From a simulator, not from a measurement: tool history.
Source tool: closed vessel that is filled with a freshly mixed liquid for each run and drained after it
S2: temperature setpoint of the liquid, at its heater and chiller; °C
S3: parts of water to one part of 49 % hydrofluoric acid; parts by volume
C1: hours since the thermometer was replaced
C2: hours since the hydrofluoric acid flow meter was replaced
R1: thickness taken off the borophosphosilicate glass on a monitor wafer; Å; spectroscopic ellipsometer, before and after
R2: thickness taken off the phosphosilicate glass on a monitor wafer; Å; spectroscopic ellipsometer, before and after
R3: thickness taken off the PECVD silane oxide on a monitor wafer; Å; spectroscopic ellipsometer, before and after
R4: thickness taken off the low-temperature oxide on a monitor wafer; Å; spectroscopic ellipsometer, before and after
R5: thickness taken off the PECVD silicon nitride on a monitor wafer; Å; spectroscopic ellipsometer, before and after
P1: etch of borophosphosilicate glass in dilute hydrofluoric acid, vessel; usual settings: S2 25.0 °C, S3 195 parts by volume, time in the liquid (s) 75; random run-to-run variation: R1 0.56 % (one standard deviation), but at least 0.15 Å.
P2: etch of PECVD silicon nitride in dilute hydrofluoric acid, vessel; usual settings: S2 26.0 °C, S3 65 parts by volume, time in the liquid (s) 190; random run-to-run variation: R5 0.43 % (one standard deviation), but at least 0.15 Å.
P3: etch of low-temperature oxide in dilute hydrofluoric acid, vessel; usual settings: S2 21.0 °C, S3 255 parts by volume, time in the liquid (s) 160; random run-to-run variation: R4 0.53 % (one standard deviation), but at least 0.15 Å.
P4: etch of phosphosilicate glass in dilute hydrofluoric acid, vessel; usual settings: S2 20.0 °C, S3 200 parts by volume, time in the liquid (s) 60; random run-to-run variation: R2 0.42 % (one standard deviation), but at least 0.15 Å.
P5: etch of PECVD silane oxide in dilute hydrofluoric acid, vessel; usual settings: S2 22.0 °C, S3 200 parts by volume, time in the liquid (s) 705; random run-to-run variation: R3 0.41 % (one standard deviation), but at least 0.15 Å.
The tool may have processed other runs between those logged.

run 1 hour=13.5 | process_that_ran=P1 S2=25.0 S3=195 time_in_the_liquid_(s)=75 | C1=738.7 C2=182.0 | R1=132.540
run 2 hour=22.5 | process_that_ran=P4 S2=20.0 S3=55 time_in_the_liquid_(s)=60 | C1=747.7 C2=191.0 | R2=766.49
run 3 hour=34.1 | process_that_ran=P4 S2=20.0 S3=200 time_in_the_liquid_(s)=60 | C1=759.3 C2=202.6 | R2=181.32
run 4 hour=45.6 | process_that_ran=P4 S2=20.0 S3=200 time_in_the_liquid_(s)=90 | C1=770.8 C2=214.1 | R2=268.47
run 5 hour=53.4 | process_that_ran=P1 S2=25.0 S3=195 time_in_the_liquid_(s)=75 | C1=778.6 C2=221.9 | R1=132.970
run 6 hour=66.1 | process_that_ran=P5 S2=22.0 S3=200 time_in_the_liquid_(s)=705 | C1=791.3 C2=234.6 | R3=454.38
run 7 hour=78.7 | process_that_ran=P1 S2=25.0 S3=115 time_in_the_liquid_(s)=75 | C1=803.9 C2=247.2 | R1=247.690
run 8 hour=88.3 | process_that_ran=P5 S2=30.0 S3=200 time_in_the_liquid_(s)=705 | C1=813.5 C2=256.8 | R3=600.19
run 9 hour=95.7 | process_that_ran=P3 S2=21.0 S3=255 time_in_the_liquid_(s)=160 | C1=820.9 C2=264.2 | R4=95.803
run 10 hour=108.2 | process_that_ran=P2 S2=26.0 S3=65 time_in_the_liquid_(s)=85 | C1=833.4 C2=276.7 | R5=24.863
run 11 hour=117.7 | process_that_ran=P5 S2=22.0 S3=355 time_in_the_liquid_(s)=705 | C1=842.9 C2=286.2 | R3=219.92
run 12 hour=128.0 | process_that_ran=P1 S2=25.0 S3=195 time_in_the_liquid_(s)=75 | C1=853.2 C2=296.5 | R1=132.780
run 13 hour=138.0 | process_that_ran=P4 S2=25.0 S3=200 time_in_the_liquid_(s)=60 | C1=863.2 C2=306.5 | R2=216.34
run 14 hour=145.8 | process_that_ran=P1 S2=25.0 S3=195 time_in_the_liquid_(s)=30 | C1=871.0 C2=314.3 | R1=53.047
run 15 hour=159.3 | process_that_ran=P4 S2=20.0 S3=200 time_in_the_liquid_(s)=60 | C1=884.5 C2=327.8 | R2=180.74
run 16 hour=168.7 | process_that_ran=P1 S2=25.0 S3=195 time_in_the_liquid_(s)=75 | C1=893.9 C2=337.2 | R1=132.930
run 17 hour=175.6 | process_that_ran=P5 S2=22.0 S3=200 time_in_the_liquid_(s)=1120 | C1=900.8 C2=344.1 | R3=725.31
run 18 hour=183.0 | process_that_ran=P1 S2=31.5 S3=195 time_in_the_liquid_(s)=35 | C1=908.2 C2=351.5 | R1=77.712
run 19 hour=190.4 | process_that_ran=P1 S2=25.0 S3=290 time_in_the_liquid_(s)=75 | C1=915.6 C2=358.9 | R1=81.567
run 20 hour=201.6 | process_that_ran=P3 S2=21.0 S3=455 time_in_the_liquid_(s)=160 | C1=926.8 C2=370.1 | R4=44.936
run 21 hour=208.0 | process_that_ran=P2 S2=26.0 S3=20 time_in_the_liquid_(s)=190 | C1=933.2 C2=376.5 | R5=176.060
run 22 hour=216.9 | process_that_ran=P1 S2=25.0 S3=195 time_in_the_liquid_(s)=75 | C1=942.1 C2=385.4 | R1=132.760
run 23 hour=226.5 | process_that_ran=P1 S2=25.0 S3=195 time_in_the_liquid_(s)=110 | C1=951.7 C2=395.0 | R1=194.510
run 24 hour=235.4 | process_that_ran=P2 S2=26.0 S3=65 time_in_the_liquid_(s)=190 | C1=960.6 C2=403.9 | R5=55.429
run 25 hour=241.5 | process_that_ran=P1 S2=31.0 S3=195 time_in_the_liquid_(s)=75 | C1=966.7 C2=410.0 | R1=164.940
run 26 hour=248.1 | process_that_ran=P2 S2=30.5 S3=65 time_in_the_liquid_(s)=190 | C1=973.3 C2=416.6 | R5=74.140
run 27 hour=254.1 | process_that_ran=P3 S2=21.0 S3=255 time_in_the_liquid_(s)=265 | C1=979.3 C2=422.6 | R4=157.590
run 28 hour=263.9 | process_that_ran=P1 S2=21.0 S3=100 time_in_the_liquid_(s)=75 | C1=989.1 C2=432.4 | R1=243.850
run 29 hour=271.9 | process_that_ran=P3 S2=25.5 S3=255 time_in_the_liquid_(s)=160 | C1=997.1 C2=440.4 | R4=112.540
run 30 hour=277.9 | process_that_ran=P1 S2=18.5 S3=195 time_in_the_liquid_(s)=75 | C1=1003.1 C2=446.4 | R1=104.110
run 31 hour=290.3 | process_that_ran=P3 S2=21.0 S3=255 time_in_the_liquid_(s)=160 | C1=1015.5 C2=458.8 | R4=95.875
run 32 hour=296.7 | process_that_ran=P2 S2=26.0 S3=65 time_in_the_liquid_(s)=190 | C1=1021.9 C2=465.2 | R5=55.585
run 33 hour=303.7 | process_that_ran=P1 S2=25.0 S3=195 time_in_the_liquid_(s)=75 | C1=1028.9 C2=472.2 | R1=133.070
run 34 hour=315.3 | process_that_ran=P1 S2=25.0 S3=195 time_in_the_liquid_(s)=75 | C1=1040.5 C2=483.8 | R1=135.690
run 35 hour=327.4 | process_that_ran=P1 S2=25.0 S3=195 time_in_the_liquid_(s)=75 | C1=1052.6 C2=495.9 | R1=139.150
run 36 hour=339.8 | process_that_ran=P1 S2=25.0 S3=195 time_in_the_liquid_(s)=75 | C1=1065.0 C2=508.3 | R1=140.020
run 37 hour=349.3 | process_that_ran=P1 S2=25.0 S3=195 time_in_the_liquid_(s)=75 | C1=1074.5 C2=517.8 | R1=140.080
run 38 hour=355.7 | process_that_ran=P1 S2=25.0 S3=195 time_in_the_liquid_(s)=75 | C1=1080.9 C2=524.2 | R1=142.060
run 39 hour=366.5 | process_that_ran=P1 S2=25.0 S3=195 time_in_the_liquid_(s)=75 | C1=1091.7 C2=535.0 | R1=142.940
run 40 hour=380.1 | process_that_ran=P1 S2=25.0 S3=195 time_in_the_liquid_(s)=75 | C1=1105.3 C2=548.6 | R1=141.740
run 41 hour=393.1 | process_that_ran=P1 S2=25.0 S3=195 time_in_the_liquid_(s)=75 | C1=1118.3 C2=561.6 | R1=142.630
run 42 hour=406.1 | process_that_ran=P1 S2=25.0 S3=195 time_in_the_liquid_(s)=75 | C1=1131.3 C2=574.6 | R1=142.410
run 43 hour=415.5 | process_that_ran=P1 S2=25.0 S3=195 time_in_the_liquid_(s)=75 | C1=1140.7 C2=584.0 | R1=144.350
run 44 hour=426.7 | process_that_ran=P1 S2=25.0 S3=195 time_in_the_liquid_(s)=75 | C1=1151.9 C2=595.2 | R1=144.850

What P1 gives has crept away from where it was. These 2 causes fit the log equally well, each at the size given:
A: liquid hotter than its thermometer reads (K) = 2.19
B: hydrofluoric acid flow above the setpoint (%) = 6.78
At approximately hour 303.7, the process output began to creep.

Each of the 4 check runs below uses one wafer; its results are left as question marks. Which run tells the causes apart?
run check 1 hour=437.9 | process_that_ran=P5 S2=22.0 S3=200 time_in_the_liquid_(s)=705 | R3=?
run check 2 hour=437.9 | process_that_ran=P4 S2=20.0 S3=200 time_in_the_liquid_(s)=60 | R2=?
run check 3 hour=437.9 | process_that_ran=P2 S2=26.0 S3=65 time_in_the_liquid_(s)=190 | R5=?
run check 4 hour=437.9 | process_that_ran=P3 S2=21.0 S3=255 time_in_the_liquid_(s)=160 | R4=?

Expected result of each check under each candidate cause:
check=check_1 result=R3 if_A=492.00 if_B=490.52
check=check_2 result=R2 if_A=195.98 if_B=194.92
check=check_3 result=R5 if_A=64.521 if_B=59.653
check=check_4 result=R4 if_A=103.070 if_B=103.190
Per check, the gap between the least separated pair of causes, taken in the result that splits them most: check 1 0.3 %; check 2 0.54 %; check 3 7.84 %; check 4 0.11 %
Check 3 distinguishes between the causes, while the remaining checks would return nearly the same result for all of them.

Check 3 has now been run. It gave: R5 59.826 Å. Which of the candidate causes is it?

B is the cause: hydrofluoric acid flow above the setpoint (%).

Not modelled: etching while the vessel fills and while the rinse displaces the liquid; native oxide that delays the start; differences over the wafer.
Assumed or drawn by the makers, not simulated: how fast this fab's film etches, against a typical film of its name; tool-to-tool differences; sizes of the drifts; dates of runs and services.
